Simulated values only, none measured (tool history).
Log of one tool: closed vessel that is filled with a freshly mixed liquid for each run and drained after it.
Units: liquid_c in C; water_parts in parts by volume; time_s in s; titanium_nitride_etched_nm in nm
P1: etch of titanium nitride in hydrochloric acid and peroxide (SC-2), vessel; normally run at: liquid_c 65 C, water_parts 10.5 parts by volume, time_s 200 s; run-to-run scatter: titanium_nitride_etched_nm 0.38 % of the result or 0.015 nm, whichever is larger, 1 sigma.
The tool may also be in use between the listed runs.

run	hour	liquid_c	water_parts	time_s	hours since the thermometer was replaced	hours since the chemicals flow meter was replaced	hours since the drum of peroxide was connected	titanium_nitride_etched_nm
1	5.2	65	10.5	200	392.2	940.9	208.1	16.103
2	8.8	65	4	200	395.8	944.5	211.7	33.442
3	15.3	65	10.5	200	402.3	951	218.2	15.91
4	21.8	65	10.5	200	408.8	957.5	224.7	15.988
5	25	72	10.5	200	412	960.7	227.9	24.257
6	31.1	72	10.5	30	418.1	966.8	234	3.6379
7	34.1	65	10.5	40	421.1	969.8	237	3.1711
8	37.4	49.5	10.5	200	424.4	973.1	240.3	5.93
9	43.4	65	17	200	430.4	979.1	246.3	10.536
10	49.9	65	10.5	330	436.9	985.6	252.8	26.286
# hour 52.3: thermometer replaced
11	56	65	10.5	200	3.8	991.7	258.9	15.914
12	61.8	65	10.5	200	9.6	997.5	264.7	15.979
13	65.3	65	10.5	200	13.1	1001	268.2	16.554
14	70	65	10.5	200	17.8	1005.7	272.9	17.161
15	75.9	65	10.5	200	23.7	1011.6	278.8	17.232
16	81.7	65	10.5	200	29.5	1017.4	284.6	17.235
17	86.1	65	10.5	200	33.9	1021.8	289	17.466
18	89.4	65	10.5	200	37.2	1025.1	292.3	17.562

What P1 gives has crept away from where it was. These 2 causes fit the log equally well, each at the size given:
A: liquid hotter than its thermometer reads (K) = 1.45
B: chemicals flow above the setpoint (%) = 11.1
The creep began at about hour 61.8.
Why every other cause is out:
peroxide weaker than its label (%): at most 8, which would move titanium_nitride_etched_nm by -7.4 %: too little, or the wrong way

4 check runs are offered, each on 2 wafers whose results are averaged, their results left as question marks. Which one tells the causes apart?
check 1	92.7	65	16	290				?
check 2	92.7	72	10.5	200				?
check 3	92.7	52	4	200				?
check 4	92.7	59	10.5	200				?

What each check would give under each cause:
check	result	if A	if B
check 1	titanium_nitride_etched_nm	17.573	17.664
check 2	titanium_nitride_etched_nm	26.405	26.491
check 3	titanium_nitride_etched_nm	16.076	15.663
check 4	titanium_nitride_etched_nm	12.07	12.028
How far apart the two closest causes lie, in the result that separates them most: check 1 0.51 %; check 2 0.33 %; check 3 2.61 %; check 4 0.35 %
Only check 3 tells the causes apart: in the others they would give nearly the same result.

Then check 3 was run and gave: titanium_nitride_etched_nm 15.995 nm. Which cause is it?

It is A: liquid hotter than its thermometer reads (K).

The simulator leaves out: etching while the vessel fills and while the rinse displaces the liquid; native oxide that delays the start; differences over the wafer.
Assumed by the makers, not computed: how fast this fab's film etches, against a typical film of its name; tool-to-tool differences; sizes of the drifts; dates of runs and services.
